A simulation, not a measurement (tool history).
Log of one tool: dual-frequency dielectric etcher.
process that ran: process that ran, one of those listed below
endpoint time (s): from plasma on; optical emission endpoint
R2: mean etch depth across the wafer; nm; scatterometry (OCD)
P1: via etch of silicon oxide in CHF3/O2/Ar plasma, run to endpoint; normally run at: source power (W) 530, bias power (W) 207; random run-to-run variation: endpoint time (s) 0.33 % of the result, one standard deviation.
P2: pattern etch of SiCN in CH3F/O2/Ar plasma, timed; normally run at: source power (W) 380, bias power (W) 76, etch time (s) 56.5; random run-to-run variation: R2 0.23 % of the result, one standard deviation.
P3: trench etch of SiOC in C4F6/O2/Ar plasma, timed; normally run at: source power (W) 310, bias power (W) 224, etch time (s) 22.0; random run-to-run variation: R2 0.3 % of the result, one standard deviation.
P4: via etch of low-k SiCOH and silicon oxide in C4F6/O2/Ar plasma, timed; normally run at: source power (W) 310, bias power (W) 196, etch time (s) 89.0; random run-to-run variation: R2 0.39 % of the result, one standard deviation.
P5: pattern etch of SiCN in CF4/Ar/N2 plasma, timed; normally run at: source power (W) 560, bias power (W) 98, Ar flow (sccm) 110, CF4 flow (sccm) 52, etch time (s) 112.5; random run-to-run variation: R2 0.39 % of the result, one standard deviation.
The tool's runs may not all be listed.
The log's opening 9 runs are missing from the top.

{"run": 10, "hour": 92.1, "process that ran": "P4", "source power (W)": 310, "bias power (W)": 196, "etch time (s)": 53.0, "R2": 136.61}
{"run": 11, "hour": 103.0, "process that ran": "P4", "source power (W)": 310, "bias power (W)": 147, "etch time (s)": 89.0, "R2": 209.71}
{"run": 12, "hour": 113.7, "process that ran": "P4", "source power (W)": 310, "bias power (W)": 196, "etch time (s)": 89.0, "R2": 229.59}
{"run": 13, "hour": 122.1, "process that ran": "P3", "source power (W)": 310, "bias power (W)": 154, "etch time (s)": 22.0, "R2": 39.423}
{"run": 14, "hour": 135.4, "process that ran": "P2", "source power (W)": 380, "bias power (W)": 76, "etch time (s)": 83.5, "R2": 32.229}
{"run": 15, "hour": 149.0, "process that ran": "P5", "source power (W)": 560, "bias power (W)": 98, "Ar flow (sccm)": 110, "CF4 flow (sccm)": 71, "etch time (s)": 112.5, "R2": 130.59}
{"run": 16, "hour": 158.0, "process that ran": "P3", "source power (W)": 430, "bias power (W)": 224, "etch time (s)": 22.0, "R2": 50.467}
{"run": 17, "hour": 167.9, "process that ran": "P2", "source power (W)": 260, "bias power (W)": 76, "etch time (s)": 56.5, "R2": 18.927}
{"run": 18, "hour": 177.5, "process that ran": "P1", "source power (W)": 530, "bias power (W)": 144, "endpoint time (s)": 385.16}
{"hour": 183.8, "done": "source power generator calibrated"}
{"run": 19, "hour": 184.8, "process that ran": "P3", "source power (W)": 310, "bias power (W)": 224, "etch time (s)": 22.0, "R2": 44.419}
{"run": 20, "hour": 194.3, "process that ran": "P1", "source power (W)": 530, "bias power (W)": 271, "endpoint time (s)": 309.99}
{"run": 21, "hour": 200.9, "process that ran": "P5", "source power (W)": 760, "bias power (W)": 98, "Ar flow (sccm)": 110, "CF4 flow (sccm)": 52, "etch time (s)": 112.5, "R2": 161.53}
{"run": 22, "hour": 214.3, "process that ran": "P1", "source power (W)": 330, "bias power (W)": 125, "endpoint time (s)": 487.18}
{"run": 23, "hour": 222.3, "process that ran": "P5", "source power (W)": 560, "bias power (W)": 118, "Ar flow (sccm)": 110, "CF4 flow (sccm)": 52, "etch time (s)": 112.5, "R2": 132.91}
{"run": 24, "hour": 232.9, "process that ran": "P4", "source power (W)": 310, "bias power (W)": 196, "etch time (s)": 89.0, "R2": 229.76}
{"run": 25, "hour": 244.4, "process that ran": "P5", "source power (W)": 560, "bias power (W)": 98, "Ar flow (sccm)": 72, "CF4 flow (sccm)": 52, "etch time (s)": 112.5, "R2": 132.65}
{"run": 26, "hour": 251.4, "process that ran": "P2", "source power (W)": 380, "bias power (W)": 91, "etch time (s)": 56.5, "R2": 23.294}
{"run": 27, "hour": 264.8, "process that ran": "P1", "source power (W)": 530, "bias power (W)": 207, "endpoint time (s)": 342.04}
{"run": 28, "hour": 273.5, "process that ran": "P5", "source power (W)": 560, "bias power (W)": 98, "Ar flow (sccm)": 110, "CF4 flow (sccm)": 52, "etch time (s)": 112.5, "R2": 124.67}
{"run": 29, "hour": 279.5, "process that ran": "P1", "source power (W)": 530, "bias power (W)": 207, "endpoint time (s)": 342.47}
{"run": 30, "hour": 287.3, "process that ran": "P4", "source power (W)": 180, "bias power (W)": 196, "etch time (s)": 89.0, "R2": 186.12}
{"run": 31, "hour": 294.2, "process that ran": "P3", "source power (W)": 310, "bias power (W)": 224, "etch time (s)": 13.0, "R2": 26.261}
{"run": 32, "hour": 306.5, "process that ran": "P1", "source power (W)": 750, "bias power (W)": 207, "endpoint time (s)": 301.16}

Estimate the outcome of run 33 from the log above:
{"run": 33, "hour": 313.0, "process that ran": "P1", "source power (W)": 530, "bias power (W)": 207, "endpoint time (s)": "?"}

For run 33 the tool returned endpoint time (s) 343.89.
